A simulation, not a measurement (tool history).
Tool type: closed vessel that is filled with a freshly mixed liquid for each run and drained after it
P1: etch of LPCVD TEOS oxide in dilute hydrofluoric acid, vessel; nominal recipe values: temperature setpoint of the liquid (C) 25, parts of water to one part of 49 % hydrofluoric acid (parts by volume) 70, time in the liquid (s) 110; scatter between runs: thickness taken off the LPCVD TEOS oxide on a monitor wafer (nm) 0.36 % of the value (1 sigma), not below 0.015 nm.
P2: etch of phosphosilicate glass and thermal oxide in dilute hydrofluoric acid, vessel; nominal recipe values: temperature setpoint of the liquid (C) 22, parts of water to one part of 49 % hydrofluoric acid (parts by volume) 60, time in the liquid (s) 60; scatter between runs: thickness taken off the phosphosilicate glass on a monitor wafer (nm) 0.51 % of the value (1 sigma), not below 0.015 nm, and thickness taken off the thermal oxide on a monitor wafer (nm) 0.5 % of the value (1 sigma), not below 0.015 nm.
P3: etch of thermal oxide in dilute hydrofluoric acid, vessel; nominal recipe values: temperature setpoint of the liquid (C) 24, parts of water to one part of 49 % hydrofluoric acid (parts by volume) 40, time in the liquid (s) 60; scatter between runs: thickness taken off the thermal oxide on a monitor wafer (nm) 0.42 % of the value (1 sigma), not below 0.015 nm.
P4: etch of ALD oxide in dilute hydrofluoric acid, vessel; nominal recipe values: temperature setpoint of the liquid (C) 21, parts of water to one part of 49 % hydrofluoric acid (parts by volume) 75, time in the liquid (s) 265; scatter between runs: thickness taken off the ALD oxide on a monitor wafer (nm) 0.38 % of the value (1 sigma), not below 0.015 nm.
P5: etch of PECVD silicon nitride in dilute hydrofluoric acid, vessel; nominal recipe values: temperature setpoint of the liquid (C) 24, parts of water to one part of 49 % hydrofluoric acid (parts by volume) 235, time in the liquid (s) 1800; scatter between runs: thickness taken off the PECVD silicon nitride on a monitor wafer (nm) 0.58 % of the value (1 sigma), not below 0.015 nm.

run,hour,process that ran,temperature setpoint of the liquid (C),parts of water to one part of 49 % hydrofluoric acid (parts by volume),time in the liquid (s),thickness taken off the LPCVD TEOS oxide on a monitor wafer (nm),thickness taken off the thermal oxide on a monitor wafer (nm),thickness taken off the phosphosilicate glass on a monitor wafer (nm),thickness taken off the PECVD silicon nitride on a monitor wafer (nm),thickness taken off the ALD oxide on a monitor wafer (nm)
1,9.3,P1,25,70,110,29.352,,,,
2,14.4,P1,25,70,30,7.993,,,,
3,24.3,P3,24,20,60,,15.151,,,
4,34.7,P1,25,70,110,29.004,,,,
5,42.4,P1,25,120,110,16.048,,,,
6,52.9,P2,22,90,60,,2.7149,116.56,,
7,60.7,P1,20,70,30,6.4989,,,,
8,70.3,P1,25,70,200,53.039,,,,
9,79.3,P5,24,235,1800,,,,21.242,
10,84.2,P1,25,25,110,87.231,,,,
11,92.1,P4,21,75,135,,,,,20.831
12,98.1,P5,24,235,1800,,,,21.269,
# hour 99.1: thermometer replaced
13,103.1,P1,25,70,110,29.359,,,,
14,108.6,P1,25,70,110,29.295,,,,
15,116.8,P2,22,60,60,,4.2362,182.33,,
16,124.8,P3,28.5,40,60,,8.9261,,,
17,130.5,P4,21,105,265,,,,,28.344
18,137.7,P1,21.5,70,110,25.292,,,,
19,145.5,P4,26.5,75,265,,,,,51.799
20,152,P2,18.5,60,60,,3.6285,154.53,,
21,162,P1,32.5,70,110,39.317,,,,
22,171.2,P3,24,40,100,,12.278,,,
23,177.1,P4,21,75,265,,,,,40.988
24,183.1,P1,25,70,110,29.363,,,,
25,189.1,P2,22,60,90,,6.3395,269.61,,
26,196.7,P3,24,40,60,,7.3257,,,
27,206.3,P1,25,70,110,29.258,,,,
28,211.4,P5,17,235,1800,,,,13.6,
29,217.2,P1,18,70,40,7.9078,,,,
30,227.4,P5,24,140,1800,,,,35.486,
31,232.9,P1,25,70,110,29.296,,,,
32,242.3,P1,29,70,30,9.3317,,,,
33,249,P5,24,235,2865,,,,33.594,
34,258.9,P1,25,70,110,29.232,,,,
35,269.1,P1,25,70,110,30.182,,,,
36,276.4,P1,25,70,110,30.709,,,,
37,283.2,P1,25,70,110,30.781,,,,
38,289.1,P1,25,70,110,31.013,,,,
39,296.9,P1,25,70,110,31.133,,,,
40,301.9,P1,25,70,110,31.099,,,,
41,308.3,P1,25,70,110,31.119,,,,
42,314.4,P1,25,70,110,31.406,,,,
43,319.1,P1,25,70,110,31.224,,,,
44,325.3,P1,25,70,110,31.493,,,,

P1 has crept away from where it was. The log is fitted equally well by each of these 2 causes, at the sizes shown:
A: hydrofluoric acid flow above the setpoint (%) = 6.59
B: liquid hotter than its thermometer reads (K) = 1.75
The gradual shift began around hour 258.9.

4 check runs are offered, one wafer each, their results left as question marks. Which one tells the causes apart?
check 1,331.5,P3,24,40,60,,?,,,
check 2,331.5,P5,24,235,1800,,,,?,
check 3,331.5,P4,21,75,265,,,,,?
check 4,331.5,P2,22,60,60,,?,?,,

What each check would give under each cause:
check,result,if A,if B
check 1,thickness taken off the thermal oxide on a monitor wafer (nm),7.8905,7.9306
check 2,thickness taken off the PECVD silicon nitride on a monitor wafer (nm),22.615,23.658
check 3,thickness taken off the ALD oxide on a monitor wafer (nm),44.098,44.21
check 4,thickness taken off the thermal oxide on a monitor wafer (nm),4.5113,4.5278
check 4,thickness taken off the phosphosilicate glass on a monitor wafer (nm),194.33,195.05
Gap, in per cent, between the two causes that each check separates least, read from the result that separates them most: check 1 0.51 %; check 2 4.51 %; check 3 0.25 %; check 4 0.37 %
The other checks would show nearly matching results whichever cause is true, so check 2 is the only one that separates the causes.

Then check 2 was run and gave: thickness taken off the PECVD silicon nitride on a monitor wafer (nm) 22.437. Which cause is it?

It is A: hydrofluoric acid flow above the setpoint (%).
